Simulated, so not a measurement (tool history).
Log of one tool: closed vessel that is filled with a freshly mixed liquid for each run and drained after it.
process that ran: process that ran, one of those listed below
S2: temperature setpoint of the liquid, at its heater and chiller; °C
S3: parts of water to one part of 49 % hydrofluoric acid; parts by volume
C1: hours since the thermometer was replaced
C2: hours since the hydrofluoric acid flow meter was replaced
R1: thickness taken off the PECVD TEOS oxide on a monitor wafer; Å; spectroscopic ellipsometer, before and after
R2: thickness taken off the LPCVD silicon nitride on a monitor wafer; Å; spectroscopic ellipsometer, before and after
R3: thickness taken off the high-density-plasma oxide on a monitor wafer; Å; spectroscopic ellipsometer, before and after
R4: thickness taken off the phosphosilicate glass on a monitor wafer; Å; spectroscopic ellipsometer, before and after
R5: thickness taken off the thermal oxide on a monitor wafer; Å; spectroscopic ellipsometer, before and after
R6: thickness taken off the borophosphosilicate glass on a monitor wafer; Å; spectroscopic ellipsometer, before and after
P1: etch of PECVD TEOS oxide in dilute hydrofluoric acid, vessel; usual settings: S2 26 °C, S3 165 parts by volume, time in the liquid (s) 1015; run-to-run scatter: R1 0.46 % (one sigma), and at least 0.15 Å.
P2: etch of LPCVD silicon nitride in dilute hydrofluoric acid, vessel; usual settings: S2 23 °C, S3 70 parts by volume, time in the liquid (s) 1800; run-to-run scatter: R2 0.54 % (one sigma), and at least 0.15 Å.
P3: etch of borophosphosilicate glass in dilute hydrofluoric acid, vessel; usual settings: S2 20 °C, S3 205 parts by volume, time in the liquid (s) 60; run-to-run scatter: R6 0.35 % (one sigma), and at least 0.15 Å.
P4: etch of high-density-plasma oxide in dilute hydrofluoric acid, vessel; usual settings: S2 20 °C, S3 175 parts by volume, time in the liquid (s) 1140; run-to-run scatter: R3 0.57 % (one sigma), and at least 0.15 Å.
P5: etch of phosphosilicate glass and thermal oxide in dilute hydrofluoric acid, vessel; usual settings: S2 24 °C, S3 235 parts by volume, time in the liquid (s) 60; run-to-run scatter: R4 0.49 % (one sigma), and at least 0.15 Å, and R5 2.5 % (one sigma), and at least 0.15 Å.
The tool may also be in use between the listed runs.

{"run": 1, "hour": 11.7, "process that ran": "P1", "S2": 26, "S3": 165, "time in the liquid (s)": 1015, "C1": 1021.6, "C2": 1014.2, "R1": 531}
{"run": 2, "hour": 23.5, "process that ran": "P2", "S2": 23, "S3": 70, "time in the liquid (s)": 2905, "C1": 1033.4, "C2": 1026, "R2": 208.64}
{"run": 3, "hour": 37.4, "process that ran": "P2", "S2": 23, "S3": 70, "time in the liquid (s)": 1800, "C1": 1047.3, "C2": 1039.9, "R2": 129.9}
{"run": 4, "hour": 51.1, "process that ran": "P1", "S2": 26, "S3": 165, "time in the liquid (s)": 1015, "C1": 1061, "C2": 1053.6, "R1": 528.52}
{"run": 5, "hour": 61.6, "process that ran": "P1", "S2": 26, "S3": 165, "time in the liquid (s)": 245, "C1": 1071.5, "C2": 1064.1, "R1": 128.35}
{"run": 6, "hour": 72.9, "process that ran": "P4", "S2": 20, "S3": 175, "time in the liquid (s)": 1140, "C1": 1082.8, "C2": 1075.4, "R3": 493.78}
{"run": 7, "hour": 82.7, "process that ran": "P5", "S2": 30.5, "S3": 235, "time in the liquid (s)": 60, "C1": 1092.6, "C2": 1085.2, "R4": 472.98, "R5": 11.826}
{"run": 8, "hour": 98.2, "process that ran": "P1", "S2": 26, "S3": 165, "time in the liquid (s)": 1015, "C1": 1108.1, "C2": 1100.7, "R1": 529.32}
{"run": 9, "hour": 108.1, "process that ran": "P4", "S2": 20, "S3": 175, "time in the liquid (s)": 1140, "C1": 1118, "C2": 1110.6, "R3": 492.94}
{"hour": 114.8, "done": "hydrofluoric acid flow meter replaced"}
{"run": 10, "hour": 116.1, "process that ran": "P1", "S2": 26, "S3": 165, "time in the liquid (s)": 1665, "C1": 1126, "C2": 1.4, "R1": 870.5}
{"run": 11, "hour": 127.2, "process that ran": "P1", "S2": 17.5, "S3": 165, "time in the liquid (s)": 1015, "C1": 1137.1, "C2": 12.5, "R1": 382.13}
{"run": 12, "hour": 142.4, "process that ran": "P3", "S2": 20, "S3": 205, "time in the liquid (s)": 100, "C1": 1152.3, "C2": 27.7, "R6": 149.34}
{"run": 13, "hour": 156.3, "process that ran": "P1", "S2": 26, "S3": 165, "time in the liquid (s)": 1015, "C1": 1166.2, "C2": 41.6, "R1": 528.82}
{"run": 14, "hour": 164.5, "process that ran": "P5", "S2": 24, "S3": 85, "time in the liquid (s)": 60, "C1": 1174.4, "C2": 49.8, "R4": 1239.4, "R5": 32.792}
{"run": 15, "hour": 179.0, "process that ran": "P3", "S2": 20, "S3": 205, "time in the liquid (s)": 60, "C1": 1188.9, "C2": 64.3, "R6": 90.066}
{"run": 16, "hour": 192.2, "process that ran": "P5", "S2": 24, "S3": 235, "time in the liquid (s)": 115, "C1": 1202.1, "C2": 77.5, "R4": 719.94, "R5": 19.772}
{"run": 17, "hour": 199.9, "process that ran": "P1", "S2": 26, "S3": 165, "time in the liquid (s)": 1015, "C1": 1209.8, "C2": 85.2, "R1": 529.58}
{"run": 18, "hour": 216.5, "process that ran": "P3", "S2": 25.5, "S3": 205, "time in the liquid (s)": 60, "C1": 1226.4, "C2": 101.8, "R6": 110.47}
{"run": 19, "hour": 233.5, "process that ran": "P1", "S2": 26, "S3": 255, "time in the liquid (s)": 1015, "C1": 1243.4, "C2": 118.8, "R1": 311.06}
{"run": 20, "hour": 249.8, "process that ran": "P1", "S2": 30.5, "S3": 165, "time in the liquid (s)": 80, "C1": 1259.7, "C2": 135.1, "R1": 49.438}
{"run": 21, "hour": 264.7, "process that ran": "P4", "S2": 20, "S3": 320, "time in the liquid (s)": 1140, "C1": 1274.6, "C2": 150, "R3": 236.98}
{"run": 22, "hour": 278.9, "process that ran": "P1", "S2": 34, "S3": 165, "time in the liquid (s)": 1015, "C1": 1288.8, "C2": 164.2, "R1": 703.96}
{"run": 23, "hour": 286.8, "process that ran": "P2", "S2": 18, "S3": 70, "time in the liquid (s)": 1800, "C1": 1296.7, "C2": 172.1, "R2": 92.334}
{"run": 24, "hour": 303.3, "process that ran": "P3", "S2": 20, "S3": 55, "time in the liquid (s)": 60, "C1": 1313.2, "C2": 188.6, "R6": 390.26}
{"run": 25, "hour": 318.4, "process that ran": "P1", "S2": 26, "S3": 165, "time in the liquid (s)": 1015, "C1": 1328.3, "C2": 203.7, "R1": 529.01}
{"run": 26, "hour": 335.5, "process that ran": "P2", "S2": 23, "S3": 25, "time in the liquid (s)": 1800, "C1": 1345.4, "C2": 220.8, "R2": 353}
{"run": 27, "hour": 344.9, "process that ran": "P1", "S2": 26, "S3": 165, "time in the liquid (s)": 1015, "C1": 1354.8, "C2": 230.2, "R1": 532.46}
{"run": 28, "hour": 361.2, "process that ran": "P5", "S2": 24, "S3": 235, "time in the liquid (s)": 60, "C1": 1371.1, "C2": 246.5, "R4": 374.78, "R5": 10.449}
{"run": 29, "hour": 370.1, "process that ran": "P1", "S2": 26, "S3": 90, "time in the liquid (s)": 1015, "C1": 1380, "C2": 255.4, "R1": 1064.2}
{"run": 30, "hour": 386.1, "process that ran": "P4", "S2": 20, "S3": 175, "time in the liquid (s)": 375, "C1": 1396, "C2": 271.4, "R3": 164.45}
{"run": 31, "hour": 397.1, "process that ran": "P4", "S2": 27.5, "S3": 175, "time in the liquid (s)": 1140, "C1": 1407, "C2": 282.4, "R3": 659.5}
{"run": 32, "hour": 407.3, "process that ran": "P5", "S2": 24, "S3": 235, "time in the liquid (s)": 60, "C1": 1417.2, "C2": 292.6, "R4": 375.2, "R5": 10.275}
{"run": 33, "hour": 417.0, "process that ran": "P2", "S2": 23, "S3": 70, "time in the liquid (s)": 1800, "C1": 1426.9, "C2": 302.3, "R2": 129.05}
{"run": 34, "hour": 425.9, "process that ran": "P3", "S2": 20, "S3": 205, "time in the liquid (s)": 60, "C1": 1435.8, "C2": 311.2, "R6": 89.918}
{"run": 35, "hour": 435.0, "process that ran": "P1", "S2": 33.5, "S3": 165, "time in the liquid (s)": 1635, "C1": 1444.9, "C2": 320.3, "R1": 1117}
{"run": 36, "hour": 445.5, "process that ran": "P1", "S2": 26, "S3": 165, "time in the liquid (s)": 1015, "C1": 1455.4, "C2": 330.8, "R1": 530.41}
{"run": 37, "hour": 457.5, "process that ran": "P1", "S2": 26, "S3": 165, "time in the liquid (s)": 1015, "C1": 1467.4, "C2": 342.8, "R1": 544.16}
{"run": 38, "hour": 465.8, "process that ran": "P1", "S2": 26, "S3": 165, "time in the liquid (s)": 1015, "C1": 1475.7, "C2": 351.1, "R1": 548.21}
{"run": 39, "hour": 477.9, "process that ran": "P1", "S2": 26, "S3": 165, "time in the liquid (s)": 1015, "C1": 1487.8, "C2": 363.2, "R1": 552.78}
{"run": 40, "hour": 488.7, "process that ran": "P1", "S2": 26, "S3": 165, "time in the liquid (s)": 1015, "C1": 1498.6, "C2": 374, "R1": 554.58}
{"run": 41, "hour": 504.0, "process that ran": "P1", "S2": 26, "S3": 165, "time in the liquid (s)": 1015, "C1": 1513.9, "C2": 389.3, "R1": 554.63}
{"run": 42, "hour": 517.9, "process that ran": "P1", "S2": 26, "S3": 165, "time in the liquid (s)": 1015, "C1": 1527.8, "C2": 403.2, "R1": 558.13}
{"run": 43, "hour": 532.2, "process that ran": "P1", "S2": 26, "S3": 165, "time in the liquid (s)": 1015, "C1": 1542.1, "C2": 417.5, "R1": 560.05}
{"run": 44, "hour": 543.7, "process that ran": "P1", "S2": 26, "S3": 165, "time in the liquid (s)": 1015, "C1": 1553.6, "C2": 429, "R1": 560}

What P1 gives has crept away from where it was. These 2 causes fit the log equally well, each at the size given:
A: hydrofluoric acid flow above the setpoint (%) = 4.47
B: liquid hotter than its thermometer reads (K) = 1.42
The creep began at about hour 445.5.

4 check runs are offered, one wafer each, their results left as question marks. Which one tells the causes apart?
{"run": "check 1", "hour": 555.2, "process that ran": "P2", "S2": 23, "S3": 70, "time in the liquid (s)": 1800, "R2": "?"}
{"run": "check 2", "hour": 555.2, "process that ran": "P4", "S2": 20, "S3": 175, "time in the liquid (s)": 1140, "R3": "?"}
{"run": "check 3", "hour": 555.2, "process that ran": "P5", "S2": 24, "S3": 235, "time in the liquid (s)": 60, "R4": "?", "R5": "?"}
{"run": "check 4", "hour": 555.2, "process that ran": "P3", "S2": 20, "S3": 205, "time in the liquid (s)": 60, "R6": "?"}

What each check would give under each cause:
check=check_1 result=R2 if_A=135.1 if_B=142.32
check=check_2 result=R3 if_A=521.06 if_B=523.1
check=check_3 result=R4 if_A=397.52 if_B=396.19
check=check_3 result=R5 if_A=10.614 if_B=10.579
check=check_4 result=R6 if_A=94.445 if_B=94.627
How far apart the two closest causes lie, in the result that separates them most: check 1 5.21 %; check 2 0.39 %; check 3 0.33 %; check 4 0.19 %
Check 1 tells the causes apart: in the others they would give nearly the same result.

Then check 1 was run and gave: R2 135.56 Å. Which cause is it?

It is A: hydrofluoric acid flow above the setpoint (%).
